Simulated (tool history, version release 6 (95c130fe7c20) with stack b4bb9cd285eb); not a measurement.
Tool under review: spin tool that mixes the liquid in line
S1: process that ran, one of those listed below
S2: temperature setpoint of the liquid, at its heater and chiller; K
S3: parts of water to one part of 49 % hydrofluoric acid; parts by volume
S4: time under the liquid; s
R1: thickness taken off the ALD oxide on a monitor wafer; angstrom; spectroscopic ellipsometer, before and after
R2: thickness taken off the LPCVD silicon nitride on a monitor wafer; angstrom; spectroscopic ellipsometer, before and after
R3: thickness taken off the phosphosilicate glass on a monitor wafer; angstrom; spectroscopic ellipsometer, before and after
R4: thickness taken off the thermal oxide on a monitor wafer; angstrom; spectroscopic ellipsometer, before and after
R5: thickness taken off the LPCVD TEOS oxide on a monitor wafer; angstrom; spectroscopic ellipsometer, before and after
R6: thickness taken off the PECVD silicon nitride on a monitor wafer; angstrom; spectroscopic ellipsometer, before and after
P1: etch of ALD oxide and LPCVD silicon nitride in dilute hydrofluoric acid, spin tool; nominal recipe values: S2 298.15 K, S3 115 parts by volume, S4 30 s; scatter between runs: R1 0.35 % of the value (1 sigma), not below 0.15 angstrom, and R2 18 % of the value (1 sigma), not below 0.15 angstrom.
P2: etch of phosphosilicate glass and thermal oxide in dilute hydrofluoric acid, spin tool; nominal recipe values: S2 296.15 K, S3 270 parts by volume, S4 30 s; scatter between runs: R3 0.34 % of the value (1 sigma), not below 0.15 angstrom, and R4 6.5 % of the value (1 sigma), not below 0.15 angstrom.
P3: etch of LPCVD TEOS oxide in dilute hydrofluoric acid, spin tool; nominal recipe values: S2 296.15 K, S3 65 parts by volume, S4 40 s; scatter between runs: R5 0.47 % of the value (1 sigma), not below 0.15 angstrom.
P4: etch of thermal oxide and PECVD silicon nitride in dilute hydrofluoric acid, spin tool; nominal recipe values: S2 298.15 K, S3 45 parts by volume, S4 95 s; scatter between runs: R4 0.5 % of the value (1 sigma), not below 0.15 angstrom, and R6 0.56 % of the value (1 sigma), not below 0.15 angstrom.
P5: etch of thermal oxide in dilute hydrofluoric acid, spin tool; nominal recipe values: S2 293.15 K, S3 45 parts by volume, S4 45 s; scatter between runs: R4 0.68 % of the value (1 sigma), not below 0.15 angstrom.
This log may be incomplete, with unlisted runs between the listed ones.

run 1 hour=5.3 | S1=P1 S2=298.15 S3=115 S4=30 | R1=84.402 R2=1.34160
run 2 hour=13.4 | S1=P2 S2=296.15 S3=270 S4=15 | R3=38.799 R4=1.9247
run 3 hour=21.7 | S1=P1 S2=298.15 S3=115 S4=55 | R1=154.470 R2=2.57570
run 4 hour=30.9 | S1=P3 S2=302.65 S3=65 S4=40 | R5=292.830
run 5 hour=38.2 | S1=P5 S2=293.15 S3=80 S4=45 | R4=22.7460
run 6 hour=47.1 | S1=P5 S2=293.15 S3=45 S4=45 | R4=43.2450
run 7 hour=56.4 | S1=P1 S2=298.15 S3=210 S4=30 | R1=41.189 R2=0.60224
run 8 hour=66.1 | S1=P2 S2=296.15 S3=270 S4=30 | R3=77.861 R4=4.5381
run 9 hour=70.6 | S1=P1 S2=298.15 S3=115 S4=30 | R1=84.402 R2=1.50930
run 10 hour=76.2 | S1=P3 S2=296.15 S3=65 S4=15 | R5=84.798
run 11 hour=84.4 | S1=P4 S2=298.15 S3=45 S4=185 | R4=221.2100 R6=91.242
run 12 hour=91.4 | S1=P4 S2=298.15 S3=45 S4=95 | R4=112.6000 R6=46.288
run 13 hour=96.4 | S1=P1 S2=303.15 S3=115 S4=30 | R1=101.930 R2=1.55610
run 14 hour=103.6 | S1=P4 S2=292.65 S3=45 S4=95 | R4=89.7000 R6=32.005
run 15 hour=111.2 | S1=P2 S2=296.15 S3=270 S4=30 | R3=77.714 R4=4.6731
run 16 hour=117.6 | S1=P2 S2=296.15 S3=145 S4=30 | R3=164.350 R4=9.1113
run 17 hour=122.5 | S1=P1 S2=294.65 S3=30 S4=30 | R1=312.520 R2=3.62110
-- hour=124.4 thermometer replaced
run 18 hour=129.4 | S1=P1 S2=298.15 S3=115 S4=30 | R1=84.698 R2=2.02720
run 19 hour=133.7 | S1=P5 S2=293.15 S3=45 S4=75 | R4=71.6240
run 20 hour=142.7 | S1=P4 S2=298.15 S3=60 S4=95 | R4=83.2440 R6=35.536
run 21 hour=150.9 | S1=P1 S2=298.15 S3=115 S4=30 | R1=84.617 R2=1.26820
run 22 hour=157.3 | S1=P2 S2=290.15 S3=270 S4=30 | R3=62.844 R4=3.3496

Run 23, settings as shown, results not yet in. Your forecast:
run 23 hour=166.1 | S1=P3 S2=296.15 S3=65 S4=40 | R5=?

R5: 225.940 angstrom

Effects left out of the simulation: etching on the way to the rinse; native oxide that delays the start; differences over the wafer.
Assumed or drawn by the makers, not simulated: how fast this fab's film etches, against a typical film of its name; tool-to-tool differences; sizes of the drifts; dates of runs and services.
